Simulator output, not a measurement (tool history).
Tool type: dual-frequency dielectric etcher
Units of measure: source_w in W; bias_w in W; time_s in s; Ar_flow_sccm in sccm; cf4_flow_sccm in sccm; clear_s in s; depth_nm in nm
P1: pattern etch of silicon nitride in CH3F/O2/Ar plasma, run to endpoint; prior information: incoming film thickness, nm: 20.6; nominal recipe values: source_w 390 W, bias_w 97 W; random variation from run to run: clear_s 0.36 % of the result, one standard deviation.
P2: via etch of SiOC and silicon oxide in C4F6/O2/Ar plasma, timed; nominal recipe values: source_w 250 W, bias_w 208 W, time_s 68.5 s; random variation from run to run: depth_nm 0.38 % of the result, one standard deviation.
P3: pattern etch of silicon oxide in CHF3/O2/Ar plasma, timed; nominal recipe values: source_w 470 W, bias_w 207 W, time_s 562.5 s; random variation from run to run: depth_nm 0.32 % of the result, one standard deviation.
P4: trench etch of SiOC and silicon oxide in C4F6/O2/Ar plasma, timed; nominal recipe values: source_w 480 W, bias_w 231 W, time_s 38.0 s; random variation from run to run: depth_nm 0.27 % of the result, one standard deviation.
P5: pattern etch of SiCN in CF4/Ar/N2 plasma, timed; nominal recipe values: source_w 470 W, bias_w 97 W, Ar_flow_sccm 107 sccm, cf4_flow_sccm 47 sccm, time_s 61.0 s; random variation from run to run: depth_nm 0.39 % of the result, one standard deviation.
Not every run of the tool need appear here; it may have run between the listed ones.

Run 1, hour 12.6: process P1, source_w 390 W, bias_w 97 W. Result: clear_s 27.081 s.
Run 2, hour 24.8: process P2, source_w 250 W, bias_w 166 W, time_s 68.5 s. Result: depth_nm 63.767 nm.
Run 3, hour 34.7: process P1, source_w 240 W, bias_w 97 W. Result: clear_s 32.311 s.
Run 4, hour 49.9: process P5, source_w 470 W, bias_w 97 W, time_s 61.0 s, Ar_flow_sccm 107 sccm, cf4_flow_sccm 47 sccm. Result: depth_nm 56.670 nm.
Run 5, hour 61.0: process P1, source_w 390 W, bias_w 97 W. Result: clear_s 26.926 s.
Run 6, hour 78.4: process P5, source_w 470 W, bias_w 97 W, time_s 61.0 s, Ar_flow_sccm 150 sccm, cf4_flow_sccm 47 sccm. Result: depth_nm 53.660 nm.
At hour 86.1: wet clean of the chamber.
Run 7, hour 94.2: process P2, source_w 300 W, bias_w 208 W, time_s 68.5 s. Result: depth_nm 73.793 nm.
Run 8, hour 112.2: process P1, source_w 390 W, bias_w 97 W. Result: clear_s 26.915 s.
Run 9, hour 128.3: process P5, source_w 470 W, bias_w 97 W, time_s 61.0 s, Ar_flow_sccm 107 sccm, cf4_flow_sccm 47 sccm. Result: depth_nm 56.496 nm.
Run 10, hour 144.6: process P1, source_w 390 W, bias_w 131 W. Result: clear_s 23.859 s.
Run 11, hour 161.6: process P4, source_w 480 W, bias_w 231 W, time_s 38.0 s. Result: depth_nm 87.234 nm.
Run 12, hour 177.8: process P5, source_w 470 W, bias_w 65 W, time_s 61.0 s, Ar_flow_sccm 107 sccm, cf4_flow_sccm 47 sccm. Result: depth_nm 48.338 nm.
Run 13, hour 194.7: process P2, source_w 250 W, bias_w 208 W, time_s 68.5 s. Result: depth_nm 68.581 nm.
Run 14, hour 202.6: process P4, source_w 480 W, bias_w 141 W, time_s 38.0 s. Result: depth_nm 74.804 nm.
Run 15, hour 214.3: process P1, source_w 500 W, bias_w 97 W. Result: clear_s 24.392 s.
Run 16, hour 227.4: process P1, source_w 390 W, bias_w 97 W. Result: clear_s 26.975 s.
Run 17, hour 243.4: process P5, source_w 280 W, bias_w 97 W, time_s 61.0 s, Ar_flow_sccm 107 sccm, cf4_flow_sccm 47 sccm. Result: depth_nm 36.152 nm.
At hour 250.5: source power generator calibrated.
Run 18, hour 258.6: process P5, source_w 470 W, bias_w 97 W, time_s 76.5 s, Ar_flow_sccm 107 sccm, cf4_flow_sccm 47 sccm. Result: depth_nm 71.126 nm.
Run 19, hour 269.4: process P1, source_w 390 W, bias_w 97 W. Result: clear_s 27.001 s.
Run 20, hour 282.6: process P1, source_w 390 W, bias_w 97 W. Result: clear_s 26.918 s.
Run 21, hour 295.5: process P4, source_w 670 W, bias_w 231 W, time_s 38.0 s. Result: depth_nm 99.083 nm.
Run 22, hour 303.6: process P4, source_w 480 W, bias_w 231 W, time_s 38.0 s. Result: depth_nm 87.102 nm.
Run 23, hour 314.0: process P3, source_w 470 W, bias_w 141 W, time_s 562.5 s. Result: depth_nm 956.500 nm.
Run 24, hour 329.1: process P5, source_w 470 W, bias_w 97 W, time_s 61.0 s, Ar_flow_sccm 107 sccm, cf4_flow_sccm 37 sccm. Result: depth_nm 54.598 nm.
Run 25, hour 345.5: process P1, source_w 330 W, bias_w 120 W. Result: clear_s 26.514 s.
Run 26, hour 355.6: process P2, source_w 250 W, bias_w 208 W, time_s 97.0 s. Result: depth_nm 97.197 nm.
Run 27, hour 365.7: process P3, source_w 630 W, bias_w 207 W, time_s 562.5 s. Result: depth_nm 1215.500 nm.
Run 28, hour 375.3: process P3, source_w 470 W, bias_w 207 W, time_s 309.5 s. Result: depth_nm 601.830 nm.
Run 29, hour 387.4: process P1, source_w 390 W, bias_w 67 W. Result: clear_s 30.729 s.
Run 30, hour 400.9: process P3, source_w 470 W, bias_w 207 W, time_s 562.5 s. Result: depth_nm 1091.800 nm.
Run 31, hour 415.5: process P4, source_w 480 W, bias_w 231 W, time_s 56.5 s. Result: depth_nm 129.340 nm.
Run 32, hour 430.1: process P1, source_w 390 W, bias_w 97 W. Result: clear_s 26.817 s.
Run 33, hour 445.5: process P1, source_w 390 W, bias_w 97 W. Result: clear_s 26.887 s.
Run 34, hour 453.8: process P1, source_w 390 W, bias_w 97 W. Result: clear_s 27.001 s.
Run 35, hour 468.4: process P1, source_w 390 W, bias_w 97 W. Result: clear_s 27.229 s.
Run 36, hour 482.4: process P1, source_w 390 W, bias_w 97 W. Result: clear_s 27.387 s.
Run 37, hour 498.3: process P1, source_w 390 W, bias_w 97 W. Result: clear_s 27.210 s.
Run 38, hour 513.5: process P1, source_w 390 W, bias_w 97 W. Result: clear_s 27.273 s.
Run 39, hour 526.8: process P1, source_w 390 W, bias_w 97 W. Result: clear_s 27.235 s.
At hour 532.4: wet clean of the chamber.
Run 40, hour 535.1: process P1, source_w 390 W, bias_w 97 W. Result: clear_s 27.288 s.
Run 41, hour 545.8: process P1, source_w 390 W, bias_w 97 W. Result: clear_s 27.228 s.
Run 42, hour 563.4: process P1, source_w 390 W, bias_w 97 W. Result: clear_s 27.332 s.
Run 43, hour 581.1: process P1, source_w 390 W, bias_w 97 W. Result: clear_s 27.363 s.

What P1 gives has crept away from where it was. These 2 causes fit the log equally well, each at the size given:
A: source power that arrives under what is set, % = 4.75
B: bias power that arrives under what is set, % = 4.86
Creep in the process output first set in at about hour 430.1.
The rest of the possible causes, and what rules out each one:
chamber walls in a state that lowers the etch rate, %: serviced after onset, at hour 532.4, with no recovery of the prior output

Each of the check runs listed below is run on 2 wafers and reports their average, with the results left as question marks. Pick the one under which the possible causes would lead to clearly different results.
Run check 1, hour 598.8: process P3, source_w 610 W, bias_w 158 W, time_s 562.5 s. Result: depth_nm ?.
Run check 2, hour 598.8: process P5, source_w 290 W, bias_w 97 W, time_s 61.0 s, Ar_flow_sccm 107 sccm, cf4_flow_sccm 47 sccm. Result: depth_nm ?.
Run check 3, hour 598.8: process P4, source_w 480 W, bias_w 144 W, time_s 56.0 s. Result: depth_nm ?.
Run check 4, hour 598.8: process P2, source_w 250 W, bias_w 208 W, time_s 93.5 s. Result: depth_nm ?.

What each check would give under each cause:
  check    result      if A      if B
check 1  depth_nm  1079.800  1082.600
check 2  depth_nm    35.745    36.539
check 3  depth_nm   108.590   109.090
check 4  depth_nm    92.122    92.265
Gap, in per cent, between the two causes that each check separates least, read from the result that separates them most: check 1 0.26 %; check 2 2.2 %; check 3 0.46 %; check 4 0.16 %
Check 2 is the one run that separates the causes; every other check would come out nearly the same whichever cause is at work.

Check 2 has now been run. It gave: depth_nm 36.565 nm. Which of the candidate causes is it?

Of the candidate causes, it is B: bias power that arrives under what is set, %.
